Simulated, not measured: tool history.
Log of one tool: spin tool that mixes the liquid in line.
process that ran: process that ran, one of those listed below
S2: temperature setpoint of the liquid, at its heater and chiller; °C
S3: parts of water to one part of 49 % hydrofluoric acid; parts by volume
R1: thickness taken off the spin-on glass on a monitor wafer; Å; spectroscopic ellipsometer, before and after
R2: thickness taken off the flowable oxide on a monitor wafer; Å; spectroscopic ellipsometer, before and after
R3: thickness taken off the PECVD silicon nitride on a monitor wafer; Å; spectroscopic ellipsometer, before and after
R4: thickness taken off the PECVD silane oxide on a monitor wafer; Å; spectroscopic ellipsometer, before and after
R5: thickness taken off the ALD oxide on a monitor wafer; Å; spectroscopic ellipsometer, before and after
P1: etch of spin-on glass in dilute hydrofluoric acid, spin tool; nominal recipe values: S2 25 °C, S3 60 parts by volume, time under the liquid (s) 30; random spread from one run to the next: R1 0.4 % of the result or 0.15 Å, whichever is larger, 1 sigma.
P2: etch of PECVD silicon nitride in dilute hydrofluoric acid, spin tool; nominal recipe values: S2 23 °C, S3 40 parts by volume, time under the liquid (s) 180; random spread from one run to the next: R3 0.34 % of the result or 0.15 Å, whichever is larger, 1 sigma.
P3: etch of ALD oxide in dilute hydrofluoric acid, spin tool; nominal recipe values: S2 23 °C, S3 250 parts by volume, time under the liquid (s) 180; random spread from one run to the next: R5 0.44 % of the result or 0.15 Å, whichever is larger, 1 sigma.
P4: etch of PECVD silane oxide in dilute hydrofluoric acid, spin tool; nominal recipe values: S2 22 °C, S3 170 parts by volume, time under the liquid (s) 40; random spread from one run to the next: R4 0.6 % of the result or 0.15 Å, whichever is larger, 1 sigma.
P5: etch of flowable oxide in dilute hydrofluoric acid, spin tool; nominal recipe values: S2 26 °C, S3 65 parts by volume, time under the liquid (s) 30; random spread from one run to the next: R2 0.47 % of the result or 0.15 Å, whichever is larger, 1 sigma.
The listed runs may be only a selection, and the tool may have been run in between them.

{"run": 1, "day": 0.254, "process that ran": "P1", "S2": 25, "S3": 60, "time under the liquid (s)": 30, "R1": 200.06}
{"run": 2, "day": 0.575, "process that ran": "P1", "S2": 33, "S3": 60, "time under the liquid (s)": 30, "R1": 275.22}
{"run": 3, "day": 0.833, "process that ran": "P1", "S2": 25, "S3": 60, "time under the liquid (s)": 30, "R1": 200.14}
{"run": 4, "day": 1.217, "process that ran": "P5", "S2": 26, "S3": 65, "time under the liquid (s)": 30, "R2": 132.66}
{"run": 5, "day": 1.483, "process that ran": "P2", "S2": 23, "S3": 40, "time under the liquid (s)": 40, "R3": 25.662}
{"run": 6, "day": 1.842, "process that ran": "P1", "S2": 25, "S3": 60, "time under the liquid (s)": 45, "R1": 298.41}
{"run": 7, "day": 2.392, "process that ran": "P4", "S2": 22, "S3": 170, "time under the liquid (s)": 60, "R4": 82.891}
{"run": 8, "day": 2.858, "process that ran": "P1", "S2": 25, "S3": 60, "time under the liquid (s)": 15, "R1": 99.334}
{"run": 9, "day": 3.296, "process that ran": "P3", "S2": 23, "S3": 80, "time under the liquid (s)": 180, "R5": 463.74}
{"run": 10, "day": 3.658, "process that ran": "P1", "S2": 25, "S3": 60, "time under the liquid (s)": 30, "R1": 200.72}
{"run": 11, "day": 4.092, "process that ran": "P1", "S2": 25, "S3": 100, "time under the liquid (s)": 30, "R1": 113.93}
{"run": 12, "day": 4.538, "process that ran": "P1", "S2": 25, "S3": 60, "time under the liquid (s)": 30, "R1": 199.7}
{"run": 13, "day": 4.829, "process that ran": "P3", "S2": 18, "S3": 250, "time under the liquid (s)": 180, "R5": 102.6}
{"run": 14, "day": 5.175, "process that ran": "P4", "S2": 22, "S3": 170, "time under the liquid (s)": 40, "R4": 55.364}
{"run": 15, "day": 5.708, "process that ran": "P1", "S2": 17, "S3": 60, "time under the liquid (s)": 30, "R1": 143.86}
{"run": 16, "day": 6.088, "process that ran": "P3", "S2": 23, "S3": 250, "time under the liquid (s)": 280, "R5": 189.21}
{"run": 17, "day": 6.525, "process that ran": "P5", "S2": 32, "S3": 65, "time under the liquid (s)": 30, "R2": 167.09}
{"run": 18, "day": 7.038, "process that ran": "P2", "S2": 17, "S3": 40, "time under the liquid (s)": 180, "R3": 75.484}
{"run": 19, "day": 7.396, "process that ran": "P2", "S2": 23, "S3": 40, "time under the liquid (s)": 180, "R3": 115.15}
{"run": 20, "day": 7.846, "process that ran": "P3", "S2": 23, "S3": 250, "time under the liquid (s)": 180, "R5": 123.51}
{"run": 21, "day": 8.388, "process that ran": "P4", "S2": 22, "S3": 170, "time under the liquid (s)": 40, "R4": 54.959}
{"run": 22, "day": 8.746, "process that ran": "P5", "S2": 26, "S3": 65, "time under the liquid (s)": 60, "R2": 264.3}
{"run": 23, "day": 9.15, "process that ran": "P5", "S2": 26, "S3": 105, "time under the liquid (s)": 30, "R2": 77.029}
{"run": 24, "day": 9.533, "process that ran": "P1", "S2": 25, "S3": 60, "time under the liquid (s)": 30, "R1": 201.15}
{"run": 25, "day": 10.021, "process that ran": "P4", "S2": 18, "S3": 170, "time under the liquid (s)": 40, "R4": 47.273}
{"run": 26, "day": 10.5, "process that ran": "P1", "S2": 25, "S3": 35, "time under the liquid (s)": 30, "R1": 354.71}
{"run": 27, "day": 10.75, "process that ran": "P2", "S2": 23, "S3": 40, "time under the liquid (s)": 180, "R3": 115.05}
{"run": 28, "day": 11.112, "process that ran": "P1", "S2": 25, "S3": 60, "time under the liquid (s)": 30, "R1": 199.23}
{"run": 29, "day": 11.417, "process that ran": "P1", "S2": 25, "S3": 25, "time under the liquid (s)": 15, "R1": 252.31}
{"run": 30, "day": 11.804, "process that ran": "P4", "S2": 22, "S3": 80, "time under the liquid (s)": 40, "R4": 129.62}
{"run": 31, "day": 12.258, "process that ran": "P2", "S2": 23, "S3": 65, "time under the liquid (s)": 180, "R3": 71.572}
{"run": 32, "day": 12.629, "process that ran": "P1", "S2": 25, "S3": 60, "time under the liquid (s)": 30, "R1": 200.88}
{"run": 33, "day": 12.879, "process that ran": "P1", "S2": 25, "S3": 60, "time under the liquid (s)": 30, "R1": 199.76}
{"run": 34, "day": 13.121, "process that ran": "P1", "S2": 25, "S3": 60, "time under the liquid (s)": 30, "R1": 196.55}
{"run": 35, "day": 13.429, "process that ran": "P1", "S2": 25, "S3": 60, "time under the liquid (s)": 30, "R1": 194.84}
{"run": 36, "day": 13.9, "process that ran": "P1", "S2": 25, "S3": 60, "time under the liquid (s)": 30, "R1": 192.74}
{"run": 37, "day": 14.442, "process that ran": "P1", "S2": 25, "S3": 60, "time under the liquid (s)": 30, "R1": 191.88}
{"run": 38, "day": 14.996, "process that ran": "P1", "S2": 25, "S3": 60, "time under the liquid (s)": 30, "R1": 189.3}
{"run": 39, "day": 15.475, "process that ran": "P1", "S2": 25, "S3": 60, "time under the liquid (s)": 30, "R1": 189.64}
{"run": 40, "day": 15.917, "process that ran": "P1", "S2": 25, "S3": 60, "time under the liquid (s)": 30, "R1": 187.37}
{"run": 41, "day": 16.312, "process that ran": "P1", "S2": 25, "S3": 60, "time under the liquid (s)": 30, "R1": 187.99}
{"run": 42, "day": 16.767, "process that ran": "P1", "S2": 25, "S3": 60, "time under the liquid (s)": 30, "R1": 188.01}
{"run": 43, "day": 17.162, "process that ran": "P1", "S2": 25, "S3": 60, "time under the liquid (s)": 30, "R1": 188.36}
{"run": 44, "day": 17.708, "process that ran": "P1", "S2": 25, "S3": 60, "time under the liquid (s)": 30, "R1": 187.23}

Compared with where it was, what P1 gives has crept away. Each cause listed below fits the log as well as the rest, at the size given for it:
A: hydrofluoric acid flow below the setpoint (%) = 5.86
B: liquid colder than its thermometer reads (K) = 1.61
The creep began at about day 12.879.

Which of the 4 check runs listed below separates the causes, so that each cause would produce a clearly different result? Each run uses one wafer, and its results are marked with question marks.
{"run": "check 1", "day": 18.254, "process that ran": "P2", "S2": 23.0, "S3": 40, "time under the liquid (s)": 95, "R3": "?"}
{"run": "check 2", "day": 18.254, "process that ran": "P4", "S2": 22.0, "S3": 95, "time under the liquid (s)": 40, "R4": "?"}
{"run": "check 3", "day": 18.254, "process that ran": "P5", "S2": 31.5, "S3": 65, "time under the liquid (s)": 60, "R2": "?"}
{"run": "check 4", "day": 18.254, "process that ran": "P3", "S2": 23.0, "S3": 105, "time under the liquid (s)": 280, "R5": "?"}

What every check run would give for each of its results, assuming each possible cause in turn:
check=check_1 result=R3 if_A=57.258 if_B=54.369
check=check_2 result=R4 if_A=100.210 if_B=100.380
check=check_3 result=R2 if_A=304.060 if_B=305.520
check=check_4 result=R5 if_A=497.06 if_B=498.83
Per-check spread between the two closest causes, in the result where they differ most: check 1 5.18 %; check 2 0.17 %; check 3 0.48 %; check 4 0.36 %
Check 1 distinguishes between the causes, while the remaining checks would return nearly the same result for all of them.

After running check 1, the following was obtained: R3 57.192 Å. Which cause does this point to?

It is A: hydrofluoric acid flow below the setpoint (%).
